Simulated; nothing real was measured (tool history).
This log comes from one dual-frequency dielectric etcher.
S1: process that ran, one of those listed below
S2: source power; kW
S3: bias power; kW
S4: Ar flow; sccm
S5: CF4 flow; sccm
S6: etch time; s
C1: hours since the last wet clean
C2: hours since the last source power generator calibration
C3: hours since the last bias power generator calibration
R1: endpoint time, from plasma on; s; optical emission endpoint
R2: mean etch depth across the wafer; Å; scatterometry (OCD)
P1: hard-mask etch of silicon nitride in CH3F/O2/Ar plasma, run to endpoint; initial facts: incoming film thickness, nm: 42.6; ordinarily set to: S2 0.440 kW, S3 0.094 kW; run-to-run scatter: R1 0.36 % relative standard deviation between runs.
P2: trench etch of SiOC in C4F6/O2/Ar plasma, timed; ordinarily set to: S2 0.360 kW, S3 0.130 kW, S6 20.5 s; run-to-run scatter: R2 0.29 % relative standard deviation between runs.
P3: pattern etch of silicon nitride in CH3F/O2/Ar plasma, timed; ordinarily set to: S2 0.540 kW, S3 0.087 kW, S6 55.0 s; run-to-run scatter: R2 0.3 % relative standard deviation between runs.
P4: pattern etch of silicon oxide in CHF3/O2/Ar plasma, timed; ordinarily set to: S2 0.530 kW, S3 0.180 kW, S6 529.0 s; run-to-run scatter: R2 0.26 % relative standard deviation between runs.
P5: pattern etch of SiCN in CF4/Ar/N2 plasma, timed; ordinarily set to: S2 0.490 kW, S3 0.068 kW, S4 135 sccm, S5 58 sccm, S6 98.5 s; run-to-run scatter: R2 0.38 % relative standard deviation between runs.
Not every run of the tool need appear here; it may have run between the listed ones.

run	day	S1	S2	S3	S4	S5	S6	C1	C2	C3	R1	R2
1	0.712	P1	0.440	0.094				320.3	693.3	2696.0	53.221	
2	1.188	P1	0.270	0.094				331.7	704.7	2707.4	63.230	
3	1.862	P1	0.360	0.129				347.9	720.9	2723.6	50.182	
4	2.200	P5	0.350	0.068	135	58	98.5	356.0	729.0	2731.7		608.58
5	2.738	P3	0.540	0.087			55.0	368.9	741.9	2744.6		443.63
6	3.317	P2	0.360	0.079			20.5	382.8	755.8	2758.5		316.99
7	4.100	P3	0.540	0.054			55.0	401.6	774.6	2777.3		377.36
8	4.821	P5	0.490	0.068	84	58	98.5	418.9	791.9	2794.6		872.77
9	5.429	P1	0.440	0.094				433.5	806.5	2809.2	52.905	
# day 5.554: bias power generator calibrated
10	5.958	P1	0.440	0.094				446.2	819.2	9.7	52.750	
11	6.658	P3	0.540	0.087			39.0	463.0	836.0	26.5		313.76
12	7.338	P5	0.490	0.068	135	58	98.5	479.3	852.3	42.8		813.59
# day 7.567: source power generator calibrated
13	7.679	P5	0.490	0.068	135	58	68.0	487.5	2.8	51.0		565.55
14	8.021	P2	0.360	0.130			20.5	495.7	11.0	59.2		362.13
15	8.438	P1	0.320	0.074				505.7	21.0	69.2	64.799	
16	8.875	P4	0.530	0.246			529.0	516.2	31.5	79.7		11298.00
17	9.612	P4	0.530	0.180			529.0	533.9	49.2	97.4		10145.00
18	10.304	P4	0.530	0.180			346.5	550.5	65.8	114.0		6649.00
19	10.725	P1	0.440	0.117				560.6	75.9	124.1	48.568	
20	11.300	P2	0.460	0.130			20.5	574.4	89.7	137.9		400.20
21	11.708	P1	0.520	0.094				584.2	99.5	147.7	49.742	
22	12.421	P1	0.440	0.070				601.3	116.6	164.8	58.411	
23	12.904	P3	0.730	0.087			55.0	612.9	128.2	176.4		497.63
24	13.525	P1	0.440	0.094				627.8	143.1	191.3	52.977	
25	14.292	P5	0.490	0.052	135	58	98.5	646.2	161.5	209.7		741.20
26	14.775	P4	0.530	0.180			529.0	657.8	173.1	221.3		10143.00
27	15.475	P3	0.540	0.087			55.0	674.6	189.9	238.1		442.66
28	15.842	P5	0.490	0.068	135	70	98.5	683.4	198.7	246.9		836.09
29	16.479	P1	0.440	0.094				698.7	214.0	262.2	52.906	
30	17.021	P4	0.700	0.180			529.0	711.7	227.0	275.2		11274.00
31	17.521	P2	0.360	0.130			28.0	723.7	239.0	287.2		496.88
32	18.288	P1	0.440	0.094				742.1	257.4	305.6	52.325	
33	18.717	P1	0.440	0.094				752.4	267.7	315.9	53.234	
34	19.317	P1	0.440	0.094				766.8	282.1	330.3	53.660	
35	19.762	P1	0.440	0.094				777.5	292.8	341.0	53.375	
# day 19.962: wet clean of the chamber
36	20.329	P1	0.440	0.094				8.9	306.4	354.6	52.985	
37	20.892	P1	0.440	0.094				22.4	319.9	368.1	53.436	
38	21.458	P1	0.440	0.094				36.0	333.5	381.7	53.759	
39	22.004	P1	0.440	0.094				49.1	346.6	394.8	53.781	

P1 no longer gives what it gave before; its output has crept away from where it was. The following 2 causes, each at its listed size, fit the log equally well:
A: source power that arrives under what is set, % = 4.67
B: bias power that arrives under what is set, % = 4.86
The creep began at about day 18.288.
What rules out each remaining cause:
chamber walls in a state that lowers the etch rate, %: work on it at day 19.962, done after the drift set in, did not restore what the process gave before

Each of the check runs listed below is run on 2 wafers and reports their average, with the results left as question marks. Pick the one under which the possible causes would lead to clearly different results.
check 1	22.550	P2	0.360	0.130			20.5					?
check 2	22.550	P3	0.540	0.087			55.0					?
check 3	22.550	P5	0.490	0.068	135	58	98.5					?
check 4	22.550	P4	0.530	0.180			529.0					?

Outcome of each check run for each possible cause:
check	result	if A	if B
check 1	R2	356.60	358.13
check 2	R2	435.13	435.45
check 3	R2	780.68	799.11
check 4	R2	9955.60	9969.70
How far apart the two closest causes lie, in the result that separates them most: check 1 0.43 %; check 2 0.07 %; check 3 2.33 %; check 4 0.14 %
Of the check runs offered, only check 3 discriminates between the causes; the rest would read about the same regardless of which cause applies.

After running check 3, the following was obtained: R2 780.15 Å. Which cause does this point to?

The cause is A: source power that arrives under what is set, %.
